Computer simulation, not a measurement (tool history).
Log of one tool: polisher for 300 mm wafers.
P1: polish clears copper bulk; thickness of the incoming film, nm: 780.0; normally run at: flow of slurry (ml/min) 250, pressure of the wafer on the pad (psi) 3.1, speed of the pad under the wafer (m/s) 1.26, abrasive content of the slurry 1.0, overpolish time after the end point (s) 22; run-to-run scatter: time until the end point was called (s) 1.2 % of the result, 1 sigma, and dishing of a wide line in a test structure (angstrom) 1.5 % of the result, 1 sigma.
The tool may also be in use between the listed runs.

run,day,flow of slurry (ml/min),pressure of the wafer on the pad (psi),speed of the pad under the wafer (m/s),abrasive content of the slurry,overpolish time after the end point (s),time until the end point was called (s),dishing of a wide line in a test structure (angstrom)
1,0.408,250,3.1,1.26,1.0,22,57.186,1106.80
2,0.846,250,3.1,1.86,1.0,22,38.640,1244.50
3,1.200,250,3.1,1.26,1.0,22,56.491,1126.50
4,1.588,310,1.9,1.26,1.0,22,89.756,796.44
5,1.958,250,1.8,1.26,1.0,22,96.300,778.07
6,2.300,250,3.1,1.26,1.0,22,55.472,1110.80
# day 2.567: worn pad replaced by a new one
7,2.721,250,3.1,1.26,1.0,22,55.707,1139.40
8,3.254,390,3.1,1.26,1.0,22,55.814,1153.50
9,3.750,250,3.1,1.26,1.5,22,51.579,1128.30
10,4.054,250,3.1,1.26,0.6,22,62.908,1086.70
11,4.554,250,3.1,1.26,1.0,9,57.573,715.97
12,5.071,250,3.1,1.26,1.0,38,55.641,1262.70
13,5.500,250,3.1,1.26,1.0,22,56.879,1104.20
14,6.033,250,4.7,1.26,1.0,22,37.351,1415.10
# day 6.067: slurry nozzle cleaned
15,6.296,150,3.1,1.26,1.0,22,60.083,1069.90
16,6.704,250,3.1,1.26,1.0,22,56.907,1121.20
17,7.038,250,3.1,0.60,1.0,22,116.480,770.40
18,7.338,250,3.1,1.26,1.0,22,57.003,1097.20
19,7.592,250,3.1,1.26,1.0,22,56.752,1127.20
20,7.983,250,3.1,1.26,1.0,22,56.165,1127.10
21,8.342,250,3.1,1.26,1.0,22,57.713,1125.40
22,8.604,250,3.1,1.26,1.0,22,58.388,1073.50
# day 8.929: worn pad replaced by a new one
# day 9.075: head pressure recalibrated
23,9.129,250,3.1,1.26,1.0,22,58.773,1100.50
24,9.421,250,3.1,1.26,1.0,22,59.641,1080.70
25,9.867,250,3.1,1.26,1.0,22,59.834,1107.00
26,10.112,250,3.1,1.26,1.0,22,59.199,1099.60
27,10.512,250,3.1,1.26,1.0,22,60.165,1083.60

What P1 gives has crept away from where it was. These 2 causes fit the log equally well, each at the size given:
A: abrasive missing from the slurry, % = 25.1
B: slurry flow missing at the pad, % = 36.7
The creep began at about day 7.592.
Why every other cause is out:
removal rate lost through wear of the pad, %: serviced at day 8.929, which brought nothing back
head's pressure below its setpoint, %: serviced at day 9.075, which brought nothing back

4 check runs are offered, each on 5 wafers whose results are averaged, their results left as question marks. Which one tells the causes apart?
check 1,10.912,250,3.1,1.26,1.0,14,?,?
check 2,10.912,250,3.1,1.84,1.0,22,?,?
check 3,10.912,250,2.1,1.26,1.0,22,?,?
check 4,10.912,150,3.1,1.26,0.6,22,?,?

What each check would give under each cause:
check,result,if A,if B
check 1,time until the end point was called (s),59.909,59.923
check 1,dishing of a wide line in a test structure (angstrom),893.95,893.83
check 2,time until the end point was called (s),41.025,41.034
check 2,dishing of a wide line in a test structure (angstrom),1218.90,1218.90
check 3,time until the end point was called (s),88.437,88.458
check 3,dishing of a wide line in a test structure (angstrom),840.96,840.87
check 4,time until the end point was called (s),71.174,74.143
check 4,dishing of a wide line in a test structure (angstrom),1023.50,1005.40
How far apart the two closest causes lie, in the result that separates them most: check 1 0.02 %; check 2 0.02 %; check 3 0.02 %; check 4 4.09 %
Only check 4 tells the causes apart: in the others they would give nearly the same result.

Then check 4 was run and gave: time until the end point was called (s) 73.932; dishing of a wide line in a test structure (angstrom) 1004.60. Which cause is it?

It is B: slurry flow missing at the pad, %.
